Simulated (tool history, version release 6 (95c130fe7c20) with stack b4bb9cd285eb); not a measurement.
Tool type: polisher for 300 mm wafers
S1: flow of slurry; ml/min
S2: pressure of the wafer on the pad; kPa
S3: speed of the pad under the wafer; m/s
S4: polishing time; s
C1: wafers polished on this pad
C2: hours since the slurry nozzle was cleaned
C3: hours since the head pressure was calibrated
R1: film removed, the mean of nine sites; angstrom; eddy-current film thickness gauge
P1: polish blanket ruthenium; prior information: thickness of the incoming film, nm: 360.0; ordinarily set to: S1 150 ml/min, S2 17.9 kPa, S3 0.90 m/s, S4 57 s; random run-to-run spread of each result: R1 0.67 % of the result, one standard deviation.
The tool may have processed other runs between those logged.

run   hour   S1    S2    S3  S4    C1     C2     C3       R1
  1    8.6  150  17.9  0.90  57   267   98.9  281.3   775.31
  2   14.5  150  17.9  0.90  57   321  104.8  287.2   784.16
  3   19.8  150   8.3  0.90  57   369  110.1  292.5   360.56
  4   25.2  150  23.4  0.56  57   419  115.5  297.9   639.22
  5   30.6  150  17.9  0.90  57   468  120.9  303.3   785.79
  6   35.1  150  27.6  0.90  57   509  125.4  307.8  1198.70
  7   41.5  150  17.9  1.42  57   568  131.8  314.2  1232.20
  8   48.6  150  17.9  0.90  57   633  138.9  321.3   776.58
  9   55.9   90  17.9  0.90  57   700  146.2  328.6   703.84
 10   61.8  150  17.9  0.66  57   754  152.1  334.5   570.83
      62.9  -- head pressure recalibrated
 11   67.2  150  17.9  0.90  57   803  157.5    4.4   772.10
 12   74.7  150  17.9  0.90  41   872  165.0   11.9   564.10
 13   80.6  150  17.9  0.90  72   926  170.9   17.8   979.29
 14   86.3  195  17.9  0.90  57   978  176.6   23.5   808.08
 15   96.0  200  22.1  0.90  57  1067  186.3   33.2  1007.80
 16  103.7  150  17.9  0.90  57  1137  194.0   40.9   787.12
 17  111.4  150  17.9  0.90  57  1208  201.7   48.6   757.55

Predict the results of run 18:
 18  117.0  150  17.9  0.90  57  1259  207.3  54.2   ?

{"run 18": {"R1": 749.36}}

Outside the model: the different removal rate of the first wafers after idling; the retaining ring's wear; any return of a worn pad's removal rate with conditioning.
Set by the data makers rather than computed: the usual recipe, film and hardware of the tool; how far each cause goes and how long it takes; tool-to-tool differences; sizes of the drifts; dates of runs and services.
